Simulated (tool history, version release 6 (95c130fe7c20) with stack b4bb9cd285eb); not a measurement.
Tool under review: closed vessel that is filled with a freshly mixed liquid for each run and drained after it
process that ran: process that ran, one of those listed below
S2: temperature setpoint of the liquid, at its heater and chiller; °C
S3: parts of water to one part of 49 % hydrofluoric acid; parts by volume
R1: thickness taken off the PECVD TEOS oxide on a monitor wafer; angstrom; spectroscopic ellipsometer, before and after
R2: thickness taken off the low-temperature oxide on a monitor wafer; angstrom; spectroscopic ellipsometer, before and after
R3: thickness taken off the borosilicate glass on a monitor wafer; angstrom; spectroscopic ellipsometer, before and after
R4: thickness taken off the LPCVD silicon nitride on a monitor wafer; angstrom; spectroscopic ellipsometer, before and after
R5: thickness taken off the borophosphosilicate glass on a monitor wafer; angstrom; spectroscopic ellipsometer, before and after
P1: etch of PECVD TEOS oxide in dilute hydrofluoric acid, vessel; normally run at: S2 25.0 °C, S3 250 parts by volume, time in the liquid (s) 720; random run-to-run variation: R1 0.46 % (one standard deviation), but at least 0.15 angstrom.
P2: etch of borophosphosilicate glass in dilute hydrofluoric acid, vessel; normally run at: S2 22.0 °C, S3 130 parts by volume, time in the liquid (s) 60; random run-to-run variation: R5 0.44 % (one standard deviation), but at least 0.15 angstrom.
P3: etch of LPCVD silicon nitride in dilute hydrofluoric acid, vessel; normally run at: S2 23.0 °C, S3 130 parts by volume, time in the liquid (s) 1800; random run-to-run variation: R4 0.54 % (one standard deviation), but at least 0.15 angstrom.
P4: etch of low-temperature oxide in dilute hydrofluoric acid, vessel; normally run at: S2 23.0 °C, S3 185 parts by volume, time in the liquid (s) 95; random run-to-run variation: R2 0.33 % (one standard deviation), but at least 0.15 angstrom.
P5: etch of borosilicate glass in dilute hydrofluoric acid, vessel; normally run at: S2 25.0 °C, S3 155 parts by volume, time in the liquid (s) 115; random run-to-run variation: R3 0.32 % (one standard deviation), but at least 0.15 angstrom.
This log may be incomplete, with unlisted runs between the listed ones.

run 1 hour=5.1 | process_that_ran=P1 S2=25.0 S3=250 time_in_the_liquid_(s)=720 | R1=388.26
run 2 hour=12.2 | process_that_ran=P4 S2=23.0 S3=35 time_in_the_liquid_(s)=95 | R2=753.450
run 3 hour=18.8 | process_that_ran=P5 S2=25.0 S3=155 time_in_the_liquid_(s)=30 | R3=89.323
run 4 hour=25.4 | process_that_ran=P1 S2=32.5 S3=250 time_in_the_liquid_(s)=720 | R1=499.64
run 5 hour=33.4 | process_that_ran=P3 S2=23.0 S3=200 time_in_the_liquid_(s)=1800 | R4=41.256
run 6 hour=43.3 | process_that_ran=P3 S2=23.0 S3=130 time_in_the_liquid_(s)=1800 | R4=63.371
run 7 hour=50.9 | process_that_ran=P4 S2=23.0 S3=185 time_in_the_liquid_(s)=95 | R2=119.010
run 8 hour=59.5 | process_that_ran=P5 S2=25.0 S3=155 time_in_the_liquid_(s)=115 | R3=344.470
run 9 hour=68.6 | process_that_ran=P2 S2=22.0 S3=130 time_in_the_liquid_(s)=60 | R5=288.62
run 10 hour=77.5 | process_that_ran=P1 S2=25.0 S3=250 time_in_the_liquid_(s)=720 | R1=385.22
run 11 hour=87.5 | process_that_ran=P1 S2=25.0 S3=250 time_in_the_liquid_(s)=355 | R1=190.80
-- hour=93.4 hydrofluoric acid flow meter replaced
run 12 hour=96.5 | process_that_ran=P3 S2=23.0 S3=130 time_in_the_liquid_(s)=1800 | R4=63.636
run 13 hour=106.2 | process_that_ran=P1 S2=25.0 S3=250 time_in_the_liquid_(s)=720 | R1=386.04
run 14 hour=115.2 | process_that_ran=P1 S2=25.0 S3=250 time_in_the_liquid_(s)=1240 | R1=664.30
run 15 hour=123.4 | process_that_ran=P3 S2=23.0 S3=130 time_in_the_liquid_(s)=2785 | R4=99.090
run 16 hour=129.2 | process_that_ran=P2 S2=27.5 S3=130 time_in_the_liquid_(s)=60 | R5=362.42
run 17 hour=136.6 | process_that_ran=P2 S2=22.0 S3=235 time_in_the_liquid_(s)=60 | R5=146.37
run 18 hour=141.8 | process_that_ran=P4 S2=23.0 S3=185 time_in_the_liquid_(s)=30 | R2=37.887
run 19 hour=148.2 | process_that_ran=P5 S2=33.5 S3=155 time_in_the_liquid_(s)=115 | R3=466.960
run 20 hour=156.4 | process_that_ran=P2 S2=22.0 S3=130 time_in_the_liquid_(s)=115 | R5=557.11
run 21 hour=164.6 | process_that_ran=P1 S2=25.0 S3=250 time_in_the_liquid_(s)=720 | R1=390.13
run 22 hour=171.8 | process_that_ran=P3 S2=19.0 S3=130 time_in_the_liquid_(s)=1800 | R4=48.952
run 23 hour=178.6 | process_that_ran=P1 S2=20.5 S3=250 time_in_the_liquid_(s)=720 | R1=330.53
run 24 hour=184.8 | process_that_ran=P1 S2=33.0 S3=70 time_in_the_liquid_(s)=720 | R1=2321.90
run 25 hour=193.0 | process_that_ran=P4 S2=18.0 S3=185 time_in_the_liquid_(s)=95 | R2=98.313
run 26 hour=200.3 | process_that_ran=P1 S2=21.0 S3=370 time_in_the_liquid_(s)=720 | R1=203.50
run 27 hour=206.6 | process_that_ran=P1 S2=25.0 S3=105 time_in_the_liquid_(s)=1170 | R1=1753.80
run 28 hour=211.9 | process_that_ran=P2 S2=22.0 S3=130 time_in_the_liquid_(s)=60 | R5=293.67
run 29 hour=218.2 | process_that_ran=P1 S2=25.0 S3=345 time_in_the_liquid_(s)=720 | R1=255.31
run 30 hour=224.7 | process_that_ran=P4 S2=23.0 S3=185 time_in_the_liquid_(s)=95 | R2=119.230
run 31 hour=231.2 | process_that_ran=P1 S2=25.0 S3=250 time_in_the_liquid_(s)=720 | R1=385.41
run 32 hour=239.7 | process_that_ran=P1 S2=25.0 S3=250 time_in_the_liquid_(s)=720 | R1=386.35
run 33 hour=247.2 | process_that_ran=P1 S2=25.0 S3=130 time_in_the_liquid_(s)=720 | R1=851.23
run 34 hour=253.4 | process_that_ran=P5 S2=25.0 S3=155 time_in_the_liquid_(s)=115 | R3=343.580
run 35 hour=260.7 | process_that_ran=P5 S2=25.0 S3=20 time_in_the_liquid_(s)=115 | R3=3158.500
run 36 hour=270.7 | process_that_ran=P1 S2=25.0 S3=250 time_in_the_liquid_(s)=720 | R1=387.66
run 37 hour=278.4 | process_that_ran=P1 S2=25.0 S3=250 time_in_the_liquid_(s)=720 | R1=379.70
run 38 hour=285.6 | process_that_ran=P1 S2=25.0 S3=250 time_in_the_liquid_(s)=720 | R1=378.97
run 39 hour=295.6 | process_that_ran=P1 S2=25.0 S3=250 time_in_the_liquid_(s)=720 | R1=372.67
run 40 hour=304.1 | process_that_ran=P1 S2=25.0 S3=250 time_in_the_liquid_(s)=720 | R1=371.00
run 41 hour=308.4 | process_that_ran=P1 S2=25.0 S3=250 time_in_the_liquid_(s)=720 | R1=368.59
run 42 hour=318.0 | process_that_ran=P1 S2=25.0 S3=250 time_in_the_liquid_(s)=720 | R1=373.46
run 43 hour=323.7 | process_that_ran=P1 S2=25.0 S3=250 time_in_the_liquid_(s)=720 | R1=368.12
run 44 hour=330.6 | process_that_ran=P1 S2=25.0 S3=250 time_in_the_liquid_(s)=720 | R1=367.11
run 45 hour=336.1 | process_that_ran=P1 S2=25.0 S3=250 time_in_the_liquid_(s)=720 | R1=366.19
run 46 hour=343.8 | process_that_ran=P1 S2=25.0 S3=250 time_in_the_liquid_(s)=720 | R1=368.05
run 47 hour=351.8 | process_that_ran=P1 S2=25.0 S3=250 time_in_the_liquid_(s)=720 | R1=367.03

The output of P1 has drifted from where it used to be. Each of the 2 causes below, taken at the size shown beside it, accounts for the log equally well:
A: liquid colder than its thermometer reads (K) = 1.45
B: hydrofluoric acid flow below the setpoint (%) = 4
The onset of the drift is placed at about hour 270.7.

Each of the 4 check runs below uses one wafer; its results are left as question marks. Which run tells the causes apart?
run check 1 hour=359.8 | process_that_ran=P3 S2=23.0 S3=130 time_in_the_liquid_(s)=1800 | R4=?
run check 2 hour=359.8 | process_that_ran=P2 S2=22.0 S3=130 time_in_the_liquid_(s)=60 | R5=?
run check 3 hour=359.8 | process_that_ran=P4 S2=23.0 S3=185 time_in_the_liquid_(s)=95 | R2=?
run check 4 hour=359.8 | process_that_ran=P5 S2=25.0 S3=155 time_in_the_liquid_(s)=115 | R3=?

How each check would come out, cause by cause:
check=check_1 result=R4 if_A=57.617 if_B=60.904
check=check_2 result=R5 if_A=275.23 if_B=278.22
check=check_3 result=R2 if_A=112.490 if_B=113.180
check=check_4 result=R3 if_A=324.840 if_B=327.050
Per-check spread between the two closest causes, in the result where they differ most: check 1 5.55 %; check 2 1.08 %; check 3 0.61 %; check 4 0.68 %
Only check 1 tells the causes apart: in the others they would give nearly the same result.

Running check 1 produced the following: R4 60.512 angstrom. Which one of the listed causes fits?

The correct cause is B, namely: hydrofluoric acid flow below the setpoint (%).
